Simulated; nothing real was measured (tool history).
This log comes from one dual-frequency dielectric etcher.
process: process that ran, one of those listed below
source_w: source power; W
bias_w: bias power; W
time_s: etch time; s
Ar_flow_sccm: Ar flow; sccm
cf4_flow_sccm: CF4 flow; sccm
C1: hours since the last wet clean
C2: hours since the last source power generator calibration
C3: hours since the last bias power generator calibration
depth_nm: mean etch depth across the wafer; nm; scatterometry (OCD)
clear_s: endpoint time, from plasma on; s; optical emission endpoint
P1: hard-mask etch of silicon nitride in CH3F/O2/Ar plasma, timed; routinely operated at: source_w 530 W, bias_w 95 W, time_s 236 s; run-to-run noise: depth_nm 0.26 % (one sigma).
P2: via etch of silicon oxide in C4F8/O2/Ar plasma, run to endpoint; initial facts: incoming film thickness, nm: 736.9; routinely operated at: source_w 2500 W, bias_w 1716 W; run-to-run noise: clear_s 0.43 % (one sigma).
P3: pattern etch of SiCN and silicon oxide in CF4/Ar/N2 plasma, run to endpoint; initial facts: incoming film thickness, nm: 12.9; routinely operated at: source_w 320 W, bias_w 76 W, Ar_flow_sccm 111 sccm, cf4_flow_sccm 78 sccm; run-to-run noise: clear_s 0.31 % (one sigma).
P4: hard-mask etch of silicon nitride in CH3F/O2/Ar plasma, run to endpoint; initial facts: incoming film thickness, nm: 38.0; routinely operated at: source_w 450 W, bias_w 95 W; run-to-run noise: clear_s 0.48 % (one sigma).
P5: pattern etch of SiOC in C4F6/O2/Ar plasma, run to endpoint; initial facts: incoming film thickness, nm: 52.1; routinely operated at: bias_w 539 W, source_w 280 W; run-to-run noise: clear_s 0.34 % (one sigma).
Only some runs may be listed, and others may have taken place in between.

{"run": 1, "hour": 7.2, "process": "P1", "source_w": 530, "bias_w": 95, "time_s": 236, "C1": 299, "C2": 790.8, "C3": 2045, "depth_nm": 204.05}
{"run": 2, "hour": 13.0, "process": "P3", "source_w": 320, "bias_w": 76, "Ar_flow_sccm": 111, "cf4_flow_sccm": 106, "C1": 304.8, "C2": 796.6, "C3": 2050.8, "clear_s": 19.328}
{"run": 3, "hour": 17.3, "process": "P2", "source_w": 2500, "bias_w": 1009, "C1": 309.1, "C2": 800.9, "C3": 2055.1, "clear_s": 160.02}
{"run": 4, "hour": 22.5, "process": "P5", "source_w": 280, "bias_w": 342, "C1": 314.3, "C2": 806.1, "C3": 2060.3, "clear_s": 23.639}
{"run": 5, "hour": 26.9, "process": "P1", "source_w": 530, "bias_w": 74, "time_s": 330, "C1": 318.7, "C2": 810.5, "C3": 2064.7, "depth_nm": 260.08}
{"hour": 32.1, "done": "source power generator calibrated"}
{"run": 6, "hour": 34.9, "process": "P1", "source_w": 530, "bias_w": 127, "time_s": 236, "C1": 326.7, "C2": 2.9, "C3": 2072.7, "depth_nm": 226.01}
{"run": 7, "hour": 38.8, "process": "P1", "source_w": 420, "bias_w": 95, "time_s": 236, "C1": 330.6, "C2": 6.8, "C3": 2076.6, "depth_nm": 186.79}
{"run": 8, "hour": 43.9, "process": "P1", "source_w": 670, "bias_w": 95, "time_s": 236, "C1": 335.7, "C2": 11.9, "C3": 2081.7, "depth_nm": 222.36}
{"run": 9, "hour": 51.3, "process": "P4", "source_w": 360, "bias_w": 95, "C1": 343.1, "C2": 19.3, "C3": 2089.1, "clear_s": 51.403}
{"run": 10, "hour": 56.0, "process": "P2", "source_w": 2500, "bias_w": 1716, "C1": 347.8, "C2": 24, "C3": 2093.8, "clear_s": 141.2}
{"run": 11, "hour": 60.6, "process": "P4", "source_w": 450, "bias_w": 95, "C1": 352.4, "C2": 28.6, "C3": 2098.4, "clear_s": 47.143}
{"run": 12, "hour": 66.6, "process": "P4", "source_w": 450, "bias_w": 120, "C1": 358.4, "C2": 34.6, "C3": 2104.4, "clear_s": 43.244}
{"run": 13, "hour": 73.0, "process": "P1", "source_w": 530, "bias_w": 95, "time_s": 292, "C1": 364.8, "C2": 41, "C3": 2110.8, "depth_nm": 251.93}
{"run": 14, "hour": 79.6, "process": "P3", "source_w": 380, "bias_w": 76, "Ar_flow_sccm": 111, "cf4_flow_sccm": 78, "C1": 371.4, "C2": 47.6, "C3": 2117.4, "clear_s": 17.259}
{"run": 15, "hour": 83.8, "process": "P3", "source_w": 320, "bias_w": 76, "Ar_flow_sccm": 147, "cf4_flow_sccm": 78, "C1": 375.6, "C2": 51.8, "C3": 2121.6, "clear_s": 20.86}
{"run": 16, "hour": 89.6, "process": "P5", "source_w": 360, "bias_w": 539, "C1": 381.4, "C2": 57.6, "C3": 2127.4, "clear_s": 18.321}
{"run": 17, "hour": 97.8, "process": "P1", "source_w": 530, "bias_w": 76, "time_s": 236, "C1": 389.6, "C2": 65.8, "C3": 2135.6, "depth_nm": 187.97}
{"run": 18, "hour": 102.9, "process": "P5", "source_w": 280, "bias_w": 539, "C1": 394.7, "C2": 70.9, "C3": 2140.7, "clear_s": 20.143}
{"run": 19, "hour": 110.9, "process": "P3", "source_w": 320, "bias_w": 101, "Ar_flow_sccm": 111, "cf4_flow_sccm": 78, "C1": 402.7, "C2": 78.9, "C3": 2148.7, "clear_s": 18.147}
{"run": 20, "hour": 116.3, "process": "P1", "source_w": 330, "bias_w": 79, "time_s": 236, "C1": 408.1, "C2": 84.3, "C3": 2154.1, "depth_nm": 159.83}
{"run": 21, "hour": 123.7, "process": "P1", "source_w": 530, "bias_w": 95, "time_s": 236, "C1": 415.5, "C2": 91.7, "C3": 2161.5, "depth_nm": 205.02}
{"run": 22, "hour": 131.5, "process": "P2", "source_w": 2500, "bias_w": 1716, "C1": 423.3, "C2": 99.5, "C3": 2169.3, "clear_s": 139.68}
{"run": 23, "hour": 137.9, "process": "P1", "source_w": 530, "bias_w": 95, "time_s": 236, "C1": 429.7, "C2": 105.9, "C3": 2175.7, "depth_nm": 203.18}
{"run": 24, "hour": 142.4, "process": "P1", "source_w": 530, "bias_w": 95, "time_s": 236, "C1": 434.2, "C2": 110.4, "C3": 2180.2, "depth_nm": 203.81}
{"run": 25, "hour": 147.8, "process": "P2", "source_w": 1470, "bias_w": 1716, "C1": 439.6, "C2": 115.8, "C3": 2185.6, "clear_s": 172.92}
{"run": 26, "hour": 153.3, "process": "P3", "source_w": 320, "bias_w": 76, "Ar_flow_sccm": 111, "cf4_flow_sccm": 78, "C1": 445.1, "C2": 121.3, "C3": 2191.1, "clear_s": 20.149}
{"run": 27, "hour": 158.0, "process": "P5", "source_w": 280, "bias_w": 539, "C1": 449.8, "C2": 126, "C3": 2195.8, "clear_s": 20.122}
{"run": 28, "hour": 165.3, "process": "P1", "source_w": 530, "bias_w": 95, "time_s": 130, "C1": 457.1, "C2": 133.3, "C3": 2203.1, "depth_nm": 112.71}
{"run": 29, "hour": 172.3, "process": "P1", "source_w": 530, "bias_w": 95, "time_s": 236, "C1": 464.1, "C2": 140.3, "C3": 2210.1, "depth_nm": 203.89}
{"run": 30, "hour": 177.0, "process": "P1", "source_w": 530, "bias_w": 95, "time_s": 236, "C1": 468.8, "C2": 145, "C3": 2214.8, "depth_nm": 202.28}
{"run": 31, "hour": 184.2, "process": "P1", "source_w": 530, "bias_w": 95, "time_s": 236, "C1": 476, "C2": 152.2, "C3": 2222, "depth_nm": 201.65}
{"run": 32, "hour": 188.5, "process": "P1", "source_w": 530, "bias_w": 95, "time_s": 236, "C1": 480.3, "C2": 156.5, "C3": 2226.3, "depth_nm": 201.23}
{"run": 33, "hour": 196.1, "process": "P1", "source_w": 530, "bias_w": 95, "time_s": 236, "C1": 487.9, "C2": 164.1, "C3": 2233.9, "depth_nm": 201.04}
{"hour": 201.0, "done": "wet clean of the chamber"}
{"run": 34, "hour": 203.4, "process": "P1", "source_w": 530, "bias_w": 95, "time_s": 236, "C1": 2.4, "C2": 171.4, "C3": 2241.2, "depth_nm": 201.21}
{"run": 35, "hour": 211.3, "process": "P1", "source_w": 530, "bias_w": 95, "time_s": 236, "C1": 10.3, "C2": 179.3, "C3": 2249.1, "depth_nm": 199.91}

What P1 gives has crept off from where it sat before. The 2 causes that follow fit the log equally well, each at the size noted:
A: source power that arrives under what is set, % = 4.44
B: bias power that arrives under what is set, % = 4.68
The gradual shift began around hour 172.3.
Excluded causes, each with its reason:
chamber walls in a state that lowers the etch rate, %: work on it at hour 201, done after the drift set in, did not restore what the process gave before

Each of the 4 check runs below uses one wafer; its results are left as question marks. Which run tells the causes apart?
{"run": "check 1", "hour": 219.2, "process": "P2", "source_w": 2500, "bias_w": 1716, "clear_s": "?"}
{"run": "check 2", "hour": 219.2, "process": "P3", "source_w": 320, "bias_w": 76, "Ar_flow_sccm": 111, "cf4_flow_sccm": 78, "clear_s": "?"}
{"run": "check 3", "hour": 219.2, "process": "P4", "source_w": 450, "bias_w": 95, "clear_s": "?"}
{"run": "check 4", "hour": 219.2, "process": "P5", "source_w": 280, "bias_w": 539, "clear_s": "?"}

If the cause were each of the candidates in turn, the checks would give the following:
check=check_1 result=clear_s if_A=142.82 if_B=142.04
check=check_2 result=clear_s if_A=20.912 if_B=20.432
check=check_3 result=clear_s if_A=48.252 if_B=48.263
check=check_4 result=clear_s if_A=20.417 if_B=20.453
Per check, the gap between the least separated pair of causes, taken in the result that splits them most: check 1 0.55 %; check 2 2.32 %; check 3 0.02 %; check 4 0.17 %
Check 2 distinguishes between the causes, while the remaining checks would return nearly the same result for all of them.

After running check 2, the following was obtained: clear_s 20.41 s. Which cause does this point to?

It is B: bias power that arrives under what is set, %.
